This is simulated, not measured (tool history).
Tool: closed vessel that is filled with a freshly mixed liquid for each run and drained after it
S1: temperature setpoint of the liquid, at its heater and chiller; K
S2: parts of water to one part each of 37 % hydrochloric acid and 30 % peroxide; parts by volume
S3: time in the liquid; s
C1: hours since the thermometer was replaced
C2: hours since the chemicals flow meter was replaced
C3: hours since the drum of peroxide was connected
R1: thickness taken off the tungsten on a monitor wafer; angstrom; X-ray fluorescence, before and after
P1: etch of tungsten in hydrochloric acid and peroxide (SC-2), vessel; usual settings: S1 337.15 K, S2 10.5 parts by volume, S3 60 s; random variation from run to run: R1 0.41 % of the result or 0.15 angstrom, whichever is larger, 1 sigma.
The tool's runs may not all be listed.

run,day,S1,S2,S3,C1,C2,C3,R1
1,0.379,337.15,10.5,60,2048.5,1036.5,1053.7,528.45
2,0.671,345.15,10.5,60,2055.5,1043.5,1060.7,843.21
# day 0.817: thermometer replaced
3,0.962,337.15,10.5,60,3.6,1050.5,1067.7,523.77
4,1.483,337.15,4.0,60,16.1,1063.0,1080.2,1099.80
5,1.879,337.15,10.5,60,25.6,1072.5,1089.7,530.69
6,2.283,323.15,10.5,30,35.3,1082.2,1099.4,107.59
7,2.633,337.15,18.5,60,43.7,1090.6,1107.8,320.82
# day 2.979: chemicals flow meter replaced
8,3.121,337.15,10.5,60,55.4,3.5,1119.5,529.20
9,3.454,337.15,10.5,30,63.4,11.5,1127.5,264.38
10,3.833,322.15,10.5,60,72.5,20.6,1136.6,201.71
11,4.183,337.15,10.5,60,80.9,29.0,1145.0,527.60
12,4.504,337.15,10.5,90,88.6,36.7,1152.7,788.56
13,4.967,325.65,10.5,30,99.7,47.8,1163.8,127.44
14,5.279,337.15,10.5,60,107.2,55.3,1171.3,525.76
15,5.529,337.15,10.5,60,113.2,61.3,1177.3,528.58
16,5.975,337.15,10.5,60,123.9,72.0,1188.0,555.46
17,6.358,337.15,10.5,60,133.1,81.2,1197.2,565.32
18,6.612,337.15,10.5,60,139.2,87.3,1203.3,566.36
19,6.967,337.15,10.5,60,147.7,95.8,1211.8,575.48
20,7.375,337.15,10.5,60,157.5,105.6,1221.6,576.92
21,7.800,337.15,10.5,60,167.7,115.8,1231.8,574.27
22,8.158,337.15,10.5,60,176.3,124.4,1240.4,575.66

What P1 gives has crept away from where it was. These 2 causes fit the log equally well, each at the size given:
A: chemicals flow above the setpoint (%) = 11.6
B: liquid hotter than its thermometer reads (K) = 1.5
The creep began at about day 5.529.
Why every other cause is out:
peroxide weaker than its label (%): at most 8, which would move R1 by -7.4 %: too little, or the wrong way

4 check runs are offered, each on 2 wafers whose results are averaged, their results left as question marks. Which one tells the causes apart?
check 1,8.517,344.15,10.5,60,,,,?
check 2,8.517,337.15,18.5,60,,,,?
check 3,8.517,329.65,4.0,60,,,,?
check 4,8.517,337.15,10.5,30,,,,?

What each check would give under each cause:
check,result,if A,if B
check 1,R1,879.40,876.31
check 2,R1,354.84,352.36
check 3,R1,737.92,755.70
check 4,R1,288.89,288.93
How far apart the two closest causes lie, in the result that separates them most: check 1 0.35 %; check 2 0.7 %; check 3 2.38 %; check 4 0.01 %
Check 3 tells the causes apart: in the others they would give nearly the same result.

Check 3 was then run and gave: R1 735.39 angstrom. Which cause is it?

It is A: chemicals flow above the setpoint (%).
